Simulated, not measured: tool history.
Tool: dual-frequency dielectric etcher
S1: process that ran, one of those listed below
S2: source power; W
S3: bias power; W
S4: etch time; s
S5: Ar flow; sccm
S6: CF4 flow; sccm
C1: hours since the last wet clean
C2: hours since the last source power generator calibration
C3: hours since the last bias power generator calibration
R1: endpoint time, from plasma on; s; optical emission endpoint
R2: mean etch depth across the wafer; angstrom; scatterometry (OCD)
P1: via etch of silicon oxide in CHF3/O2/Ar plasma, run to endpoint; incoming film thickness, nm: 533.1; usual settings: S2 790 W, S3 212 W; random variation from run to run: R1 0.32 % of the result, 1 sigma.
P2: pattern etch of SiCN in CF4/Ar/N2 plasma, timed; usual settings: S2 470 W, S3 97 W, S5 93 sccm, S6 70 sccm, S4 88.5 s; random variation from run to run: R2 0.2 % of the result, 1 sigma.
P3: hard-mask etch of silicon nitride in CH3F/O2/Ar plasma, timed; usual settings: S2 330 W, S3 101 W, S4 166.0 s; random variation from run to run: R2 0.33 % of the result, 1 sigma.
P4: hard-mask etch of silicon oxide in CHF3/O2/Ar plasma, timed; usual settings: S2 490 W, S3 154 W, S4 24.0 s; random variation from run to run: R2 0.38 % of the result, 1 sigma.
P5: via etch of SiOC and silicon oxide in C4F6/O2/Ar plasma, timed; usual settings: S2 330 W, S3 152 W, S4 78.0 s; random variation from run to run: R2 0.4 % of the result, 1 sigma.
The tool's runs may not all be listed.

run 1 day=0.483 | S1=P1 S2=790 S3=212 | C1=154.2 C2=511.4 C3=249.5 | R1=227.59
run 2 day=0.900 | S1=P3 S2=330 S3=101 S4=166.0 | C1=164.2 C2=521.4 C3=259.5 | R2=1213.00
run 3 day=1.154 | S1=P3 S2=330 S3=121 S4=166.0 | C1=170.3 C2=527.5 C3=265.6 | R2=1298.50
run 4 day=1.404 | S1=P2 S2=470 S3=97 S4=53.5 S5=93 S6=70 | C1=176.3 C2=533.5 C3=271.6 | R2=536.59
run 5 day=1.825 | S1=P1 S2=790 S3=141 | C1=186.4 C2=543.6 C3=281.7 | R1=260.48
run 6 day=2.242 | S1=P2 S2=470 S3=97 S4=88.5 S5=93 S6=70 | C1=196.4 C2=553.6 C3=291.7 | R2=886.26
run 7 day=2.746 | S1=P1 S2=790 S3=212 | C1=208.5 C2=565.7 C3=303.8 | R1=227.92
run 8 day=2.988 | S1=P1 S2=790 S3=212 | C1=214.3 C2=571.5 C3=309.6 | R1=228.05
run 9 day=3.342 | S1=P4 S2=490 S3=154 S4=13.5 | C1=222.8 C2=580.0 C3=318.1 | R2=232.12
run 10 day=3.608 | S1=P5 S2=330 S3=152 S4=78.0 | C1=229.2 C2=586.4 C3=324.5 | R2=783.28
run 11 day=3.925 | S1=P5 S2=330 S3=98 S4=78.0 | C1=236.8 C2=594.0 C3=332.1 | R2=686.11
run 12 day=4.408 | S1=P2 S2=310 S3=97 S4=88.5 S5=93 S6=70 | C1=248.4 C2=605.6 C3=343.7 | R2=615.98
run 13 day=4.708 | S1=P2 S2=470 S3=67 S4=88.5 S5=93 S6=70 | C1=255.6 C2=612.8 C3=350.9 | R2=778.30
run 14 day=5.167 | S1=P2 S2=470 S3=97 S4=88.5 S5=69 S6=70 | C1=266.6 C2=623.8 C3=361.9 | R2=919.98
run 15 day=5.525 | S1=P1 S2=1000 S3=212 | C1=275.2 C2=632.4 C3=370.5 | R1=208.84
run 16 day=5.983 | S1=P4 S2=490 S3=154 S4=24.0 | C1=286.2 C2=643.4 C3=381.5 | R2=412.29
run 17 day=6.250 | S1=P3 S2=210 S3=101 S4=166.0 | C1=292.6 C2=649.8 C3=387.9 | R2=1038.00
run 18 day=6.571 | S1=P4 S2=490 S3=206 S4=24.0 | C1=300.3 C2=657.5 C3=395.6 | R2=452.16
-- day=6.658 bias power generator calibrated
run 19 day=6.988 | S1=P4 S2=310 S3=154 S4=24.0 | C1=310.3 C2=667.5 C3=8.0 | R2=343.63
run 20 day=7.296 | S1=P5 S2=440 S3=152 S4=78.0 | C1=317.7 C2=674.9 C3=15.4 | R2=868.35
run 21 day=7.542 | S1=P5 S2=330 S3=152 S4=111.5 | C1=323.6 C2=680.8 C3=21.3 | R2=1120.00
run 22 day=7.879 | S1=P1 S2=790 S3=292 | C1=331.7 C2=688.9 C3=29.4 | R1=202.99
run 23 day=8.125 | S1=P1 S2=790 S3=212 | C1=337.6 C2=694.8 C3=35.3 | R1=227.92
run 24 day=8.454 | S1=P1 S2=590 S3=212 | C1=345.5 C2=702.7 C3=43.2 | R1=254.94
run 25 day=8.825 | S1=P3 S2=330 S3=101 S4=228.0 | C1=354.4 C2=711.6 C3=52.1 | R2=1682.50
run 26 day=9.283 | S1=P4 S2=490 S3=154 S4=24.0 | C1=365.4 C2=722.6 C3=63.1 | R2=409.93
run 27 day=9.567 | S1=P3 S2=330 S3=101 S4=166.0 | C1=372.2 C2=729.4 C3=69.9 | R2=1216.80
run 28 day=10.100 | S1=P1 S2=790 S3=212 | C1=385.0 C2=742.2 C3=82.7 | R1=226.02
run 29 day=10.354 | S1=P5 S2=330 S3=152 S4=78.0 | C1=391.1 C2=748.3 C3=88.8 | R2=785.60
run 30 day=10.862 | S1=P2 S2=470 S3=97 S4=88.5 S5=93 S6=90 | C1=403.3 C2=760.5 C3=101.0 | R2=916.33
run 31 day=11.371 | S1=P1 S2=790 S3=212 | C1=415.5 C2=772.7 C3=113.2 | R1=227.42
run 32 day=11.721 | S1=P1 S2=1090 S3=129 | C1=423.9 C2=781.1 C3=121.6 | R1=234.92
run 33 day=12.167 | S1=P1 S2=790 S3=212 | C1=434.6 C2=791.8 C3=132.3 | R1=227.36
run 34 day=12.462 | S1=P1 S2=790 S3=212 | C1=441.7 C2=798.9 C3=139.4 | R1=229.57
run 35 day=12.958 | S1=P1 S2=790 S3=212 | C1=453.6 C2=810.8 C3=151.3 | R1=229.56
-- day=13.229 wet clean of the chamber
run 36 day=13.246 | S1=P1 S2=790 S3=212 | C1=0.5 C2=817.7 C3=158.2 | R1=230.20
run 37 day=13.642 | S1=P1 S2=790 S3=212 | C1=10.0 C2=827.2 C3=167.7 | R1=230.99
run 38 day=14.138 | S1=P1 S2=790 S3=212 | C1=21.9 C2=839.1 C3=179.6 | R1=232.04
run 39 day=14.454 | S1=P1 S2=790 S3=212 | C1=29.5 C2=846.7 C3=187.2 | R1=231.11

What P1 gives has crept away from where it was. These 2 causes fit the log equally well, each at the size given:
A: source power that arrives under what is set, % = 4.1
B: bias power that arrives under what is set, % = 4.59
The creep began at about day 12.167.
Why every other cause is out:
chamber walls in a state that lowers the etch rate, %: serviced at day 13.229, which brought nothing back

4 check runs are offered, one wafer each, their results left as question marks. Which one tells the causes apart?
run check 1 day=14.771 | S1=P3 S2=210 S3=119 S4=166.0 | R2=?
run check 2 day=14.771 | S1=P5 S2=330 S3=152 S4=108.5 | R2=?
run check 3 day=14.771 | S1=P4 S2=310 S3=200 S4=24.0 | R2=?
run check 4 day=14.771 | S1=P2 S2=470 S3=97 S4=70.0 S5=74 S6=70 | R2=?

What each check would give under each cause:
check=check_1 result=R2 if_A=1082.80 if_B=1079.40
check=check_2 result=R2 if_A=1070.40 if_B=1072.10
check=check_3 result=R2 if_A=372.35 if_B=371.96
check=check_4 result=R2 if_A=697.04 if_B=711.30
How far apart the two closest causes lie, in the result that separates them most: check 1 0.31 %; check 2 0.16 %; check 3 0.1 %; check 4 2.02 %
Check 4 tells the causes apart: in the others they would give nearly the same result.

Check 4 was then run and gave: R2 714.29 angstrom. Which cause is it?

It is B: bias power that arrives under what is set, %.
